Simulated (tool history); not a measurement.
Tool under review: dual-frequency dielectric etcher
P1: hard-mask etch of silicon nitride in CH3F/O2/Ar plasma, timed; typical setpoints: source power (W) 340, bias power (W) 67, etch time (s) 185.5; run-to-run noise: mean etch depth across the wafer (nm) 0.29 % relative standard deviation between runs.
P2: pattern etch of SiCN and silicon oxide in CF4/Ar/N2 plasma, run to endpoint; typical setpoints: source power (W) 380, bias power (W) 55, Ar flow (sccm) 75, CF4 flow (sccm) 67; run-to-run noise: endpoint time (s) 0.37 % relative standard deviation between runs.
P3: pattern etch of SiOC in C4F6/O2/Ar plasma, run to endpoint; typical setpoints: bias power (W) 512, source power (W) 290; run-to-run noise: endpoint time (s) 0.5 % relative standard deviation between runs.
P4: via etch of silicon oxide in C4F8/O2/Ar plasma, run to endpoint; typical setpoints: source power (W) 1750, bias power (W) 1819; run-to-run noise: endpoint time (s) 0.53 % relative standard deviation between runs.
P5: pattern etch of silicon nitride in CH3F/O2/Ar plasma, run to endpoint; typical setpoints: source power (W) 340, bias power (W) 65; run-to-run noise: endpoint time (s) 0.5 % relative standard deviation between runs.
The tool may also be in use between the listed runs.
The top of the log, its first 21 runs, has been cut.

run	hour	process that ran	source power (W)	bias power (W)	etch time (s)	Ar flow (sccm)	CF4 flow (sccm)	mean etch depth across the wafer (nm)	endpoint time (s)
22	265.5	P1	340	67	185.5			121.45	
23	279.8	P2	380	55		75	49		14.54
24	290.2	P2	300	55		75	67		17.111
25	303.4	P5	440	65					32.878
26	310.6	P3	220	512					10.92
27	322.3	P2	380	55		94	67		14.298
28	329.6	P1	460	85	185.5			146.94	
29	337.7	P1	340	55	262.5			160.12	
30	349.5	P1	340	67	185.5			121.71	
31	359.7	P1	340	67	185.5			119.98	
32	371.3	P1	340	67	185.5			120.02	
33	386.3	P1	340	67	185.5			120.13	

Expected results for the next run?
# hour 398.9: wet clean of the chamber
34	402.2	P1	340	67	185.5			?	

{"run 34": {"mean etch depth across the wafer (nm)": 119.42}}

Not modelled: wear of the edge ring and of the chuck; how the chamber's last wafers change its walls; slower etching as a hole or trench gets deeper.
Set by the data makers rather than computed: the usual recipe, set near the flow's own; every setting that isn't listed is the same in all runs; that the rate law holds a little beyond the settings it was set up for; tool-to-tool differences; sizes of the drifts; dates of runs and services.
